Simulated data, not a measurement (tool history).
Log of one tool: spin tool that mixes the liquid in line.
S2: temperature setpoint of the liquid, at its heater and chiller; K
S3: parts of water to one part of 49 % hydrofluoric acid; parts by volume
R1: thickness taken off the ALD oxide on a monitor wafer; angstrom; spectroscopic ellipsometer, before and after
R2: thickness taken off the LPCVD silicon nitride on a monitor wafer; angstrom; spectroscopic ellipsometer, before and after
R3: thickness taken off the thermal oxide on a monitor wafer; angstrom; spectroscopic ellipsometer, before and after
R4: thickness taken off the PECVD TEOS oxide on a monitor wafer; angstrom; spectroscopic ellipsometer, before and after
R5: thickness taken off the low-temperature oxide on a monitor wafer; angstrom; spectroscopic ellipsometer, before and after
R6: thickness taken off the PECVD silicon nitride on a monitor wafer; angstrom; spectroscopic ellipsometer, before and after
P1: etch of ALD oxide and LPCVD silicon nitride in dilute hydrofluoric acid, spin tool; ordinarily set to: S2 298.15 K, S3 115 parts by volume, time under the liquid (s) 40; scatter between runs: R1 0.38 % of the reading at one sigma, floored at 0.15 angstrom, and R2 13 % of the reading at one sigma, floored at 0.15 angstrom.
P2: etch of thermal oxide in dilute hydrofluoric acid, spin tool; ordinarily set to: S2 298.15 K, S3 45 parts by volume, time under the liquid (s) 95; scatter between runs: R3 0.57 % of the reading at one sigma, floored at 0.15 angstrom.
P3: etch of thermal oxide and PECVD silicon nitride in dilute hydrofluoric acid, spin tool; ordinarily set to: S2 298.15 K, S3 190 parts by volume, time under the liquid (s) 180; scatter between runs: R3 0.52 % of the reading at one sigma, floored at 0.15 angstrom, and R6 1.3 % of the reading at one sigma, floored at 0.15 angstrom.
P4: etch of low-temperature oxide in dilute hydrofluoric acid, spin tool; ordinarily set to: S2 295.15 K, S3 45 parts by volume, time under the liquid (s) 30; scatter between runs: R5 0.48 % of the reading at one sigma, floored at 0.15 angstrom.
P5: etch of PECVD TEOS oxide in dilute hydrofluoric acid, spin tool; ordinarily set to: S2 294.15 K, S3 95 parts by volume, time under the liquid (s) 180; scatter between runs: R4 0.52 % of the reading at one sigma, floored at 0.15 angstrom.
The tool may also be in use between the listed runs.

{"run": 1, "hour": 11.1, "process that ran": "P1", "S2": 298.15, "S3": 115, "time under the liquid (s)": 40, "R1": 114.05, "R2": 1.5979}
{"run": 2, "hour": 20.0, "process that ran": "P1", "S2": 298.15, "S3": 115, "time under the liquid (s)": 40, "R1": 114.3, "R2": 2.3448}
{"run": 3, "hour": 32.1, "process that ran": "P2", "S2": 306.15, "S3": 45, "time under the liquid (s)": 95, "R3": 154.4}
{"run": 4, "hour": 40.9, "process that ran": "P5", "S2": 294.15, "S3": 95, "time under the liquid (s)": 65, "R4": 63.173}
{"run": 5, "hour": 53.3, "process that ran": "P5", "S2": 294.15, "S3": 95, "time under the liquid (s)": 180, "R4": 176.36}
{"run": 6, "hour": 62.0, "process that ran": "P4", "S2": 295.15, "S3": 65, "time under the liquid (s)": 30, "R5": 95.703}
{"run": 7, "hour": 74.0, "process that ran": "P1", "S2": 303.15, "S3": 115, "time under the liquid (s)": 40, "R1": 137.77, "R2": 3.1913}
{"run": 8, "hour": 82.5, "process that ran": "P1", "S2": 298.15, "S3": 210, "time under the liquid (s)": 40, "R1": 56.236, "R2": 1.0638}
{"hour": 86.3, "done": "hydrofluoric acid flow meter replaced"}
{"run": 9, "hour": 89.4, "process that ran": "P1", "S2": 298.15, "S3": 115, "time under the liquid (s)": 40, "R1": 113.72, "R2": 1.5726}
{"run": 10, "hour": 97.0, "process that ran": "P3", "S2": 298.15, "S3": 310, "time under the liquid (s)": 180, "R3": 22.909, "R6": 12.148}
{"run": 11, "hour": 106.2, "process that ran": "P5", "S2": 294.15, "S3": 95, "time under the liquid (s)": 180, "R4": 176.65}
{"run": 12, "hour": 114.0, "process that ran": "P5", "S2": 301.65, "S3": 95, "time under the liquid (s)": 180, "R4": 236.84}
{"run": 13, "hour": 120.3, "process that ran": "P1", "S2": 298.15, "S3": 115, "time under the liquid (s)": 15, "R1": 42.86, "R2": 0.43667}
{"run": 14, "hour": 128.2, "process that ran": "P1", "S2": 298.15, "S3": 115, "time under the liquid (s)": 60, "R1": 170.04, "R2": 3.1129}
{"run": 15, "hour": 136.8, "process that ran": "P3", "S2": 298.15, "S3": 190, "time under the liquid (s)": 365, "R3": 85.25, "R6": 39.371}
{"run": 16, "hour": 143.8, "process that ran": "P4", "S2": 295.15, "S3": 45, "time under the liquid (s)": 30, "R5": 144.39}
{"run": 17, "hour": 151.0, "process that ran": "P1", "S2": 291.65, "S3": 115, "time under the liquid (s)": 15, "R1": 32.96, "R2": 0.38281}
{"run": 18, "hour": 162.5, "process that ran": "P3", "S2": 290.65, "S3": 190, "time under the liquid (s)": 180, "R3": 31.458, "R6": 11.651}
{"run": 19, "hour": 174.7, "process that ran": "P1", "S2": 298.15, "S3": 115, "time under the liquid (s)": 40, "R1": 113.4, "R2": 1.2969}
{"run": 20, "hour": 183.0, "process that ran": "P1", "S2": 290.15, "S3": 115, "time under the liquid (s)": 40, "R1": 82.749, "R2": 0.74353}
{"run": 21, "hour": 194.8, "process that ran": "P1", "S2": 298.15, "S3": 115, "time under the liquid (s)": 40, "R1": 114.43, "R2": 2.0372}
{"run": 22, "hour": 207.0, "process that ran": "P4", "S2": 303.15, "S3": 45, "time under the liquid (s)": 30, "R5": 200.25}
{"run": 23, "hour": 216.9, "process that ran": "P1", "S2": 291.15, "S3": 115, "time under the liquid (s)": 15, "R1": 32.231, "R2": 0.34402}
{"run": 24, "hour": 228.8, "process that ran": "P3", "S2": 298.15, "S3": 190, "time under the liquid (s)": 180, "R3": 41.321, "R6": 19.647}
{"run": 25, "hour": 237.8, "process that ran": "P1", "S2": 298.15, "S3": 115, "time under the liquid (s)": 40, "R1": 114.36, "R2": 1.3271}
{"run": 26, "hour": 248.8, "process that ran": "P2", "S2": 298.15, "S3": 80, "time under the liquid (s)": 95, "R3": 59.988}
{"run": 27, "hour": 260.4, "process that ran": "P1", "S2": 298.15, "S3": 115, "time under the liquid (s)": 40, "R1": 114.62, "R2": 1.456}
{"run": 28, "hour": 271.0, "process that ran": "P5", "S2": 294.15, "S3": 20, "time under the liquid (s)": 180, "R4": 908.53}
{"run": 29, "hour": 283.1, "process that ran": "P1", "S2": 298.15, "S3": 35, "time under the liquid (s)": 40, "R1": 415.18, "R2": 5.7889}
{"run": 30, "hour": 293.1, "process that ran": "P2", "S2": 298.15, "S3": 45, "time under the liquid (s)": 145, "R3": 171.94}
{"run": 31, "hour": 304.2, "process that ran": "P2", "S2": 298.15, "S3": 45, "time under the liquid (s)": 95, "R3": 111.49}
{"run": 32, "hour": 310.1, "process that ran": "P4", "S2": 295.15, "S3": 45, "time under the liquid (s)": 15, "R5": 71.271}
{"run": 33, "hour": 317.8, "process that ran": "P1", "S2": 298.15, "S3": 175, "time under the liquid (s)": 20, "R1": 34.854, "R2": 0.50286}
{"run": 34, "hour": 330.0, "process that ran": "P1", "S2": 298.15, "S3": 115, "time under the liquid (s)": 40, "R1": 113.83, "R2": 2.2514}
{"run": 35, "hour": 340.2, "process that ran": "P1", "S2": 298.15, "S3": 115, "time under the liquid (s)": 40, "R1": 111.13, "R2": 1.7468}
{"run": 36, "hour": 347.3, "process that ran": "P1", "S2": 298.15, "S3": 115, "time under the liquid (s)": 40, "R1": 109.91, "R2": 1.6393}
{"run": 37, "hour": 360.1, "process that ran": "P1", "S2": 298.15, "S3": 115, "time under the liquid (s)": 40, "R1": 108.68, "R2": 2.0648}
{"run": 38, "hour": 372.7, "process that ran": "P1", "S2": 298.15, "S3": 115, "time under the liquid (s)": 40, "R1": 107.65, "R2": 2.144}
{"run": 39, "hour": 381.3, "process that ran": "P1", "S2": 298.15, "S3": 115, "time under the liquid (s)": 40, "R1": 108.06, "R2": 1.5254}
{"run": 40, "hour": 388.3, "process that ran": "P1", "S2": 298.15, "S3": 115, "time under the liquid (s)": 40, "R1": 107.99, "R2": 1.8823}
{"run": 41, "hour": 395.6, "process that ran": "P1", "S2": 298.15, "S3": 115, "time under the liquid (s)": 40, "R1": 107.71, "R2": 1.6153}
{"run": 42, "hour": 403.5, "process that ran": "P1", "S2": 298.15, "S3": 115, "time under the liquid (s)": 40, "R1": 107.92, "R2": 1.6699}

What P1 gives has crept away from where it was. These 2 causes fit the log equally well, each at the size given:
A: hydrofluoric acid flow below the setpoint (%) = 4.99
B: liquid colder than its thermometer reads (K) = 1.5
The creep began at about hour 330.

Of the 4 check runs below, each run on 5 wafers with the results averaged and each result still a question mark, which one would tell the listed causes apart?
{"run": "check 1", "hour": 411.4, "process that ran": "P2", "S2": 306.15, "S3": 75, "time under the liquid (s)": 95, "R3": "?"}
{"run": "check 2", "hour": 411.4, "process that ran": "P3", "S2": 293.65, "S3": 190, "time under the liquid (s)": 345, "R3": "?", "R6": "?"}
{"run": "check 3", "hour": 411.4, "process that ran": "P4", "S2": 302.15, "S3": 45, "time under the liquid (s)": 15, "R5": "?"}
{"run": "check 4", "hour": 411.4, "process that ran": "P5", "S2": 301.65, "S3": 65, "time under the liquid (s)": 180, "R4": "?"}

Outcome of each check run for each possible cause:
check=check_1 result=R3 if_A=83.462 if_B=83.547
check=check_2 result=R3 if_A=63.631 if_B=63.806
check=check_2 result=R6 if_A=26.629 if_B=25.352
check=check_3 result=R5 if_A=90.159 if_B=89.684
check=check_4 result=R4 if_A=340.4 if_B=339.35
Smallest distance between any two causes, each pair judged by its most separating result, in per cent: check 1 0.1 %; check 2 4.91 %; check 3 0.53 %; check 4 0.31 %
Only check 2 tells the causes apart: in the others they would give nearly the same result.

Check 2 was carried out, with these results: R3 63.569 angstrom; R6 26.451 angstrom. Which of the listed causes is responsible?

The cause is A: hydrofluoric acid flow below the setpoint (%).
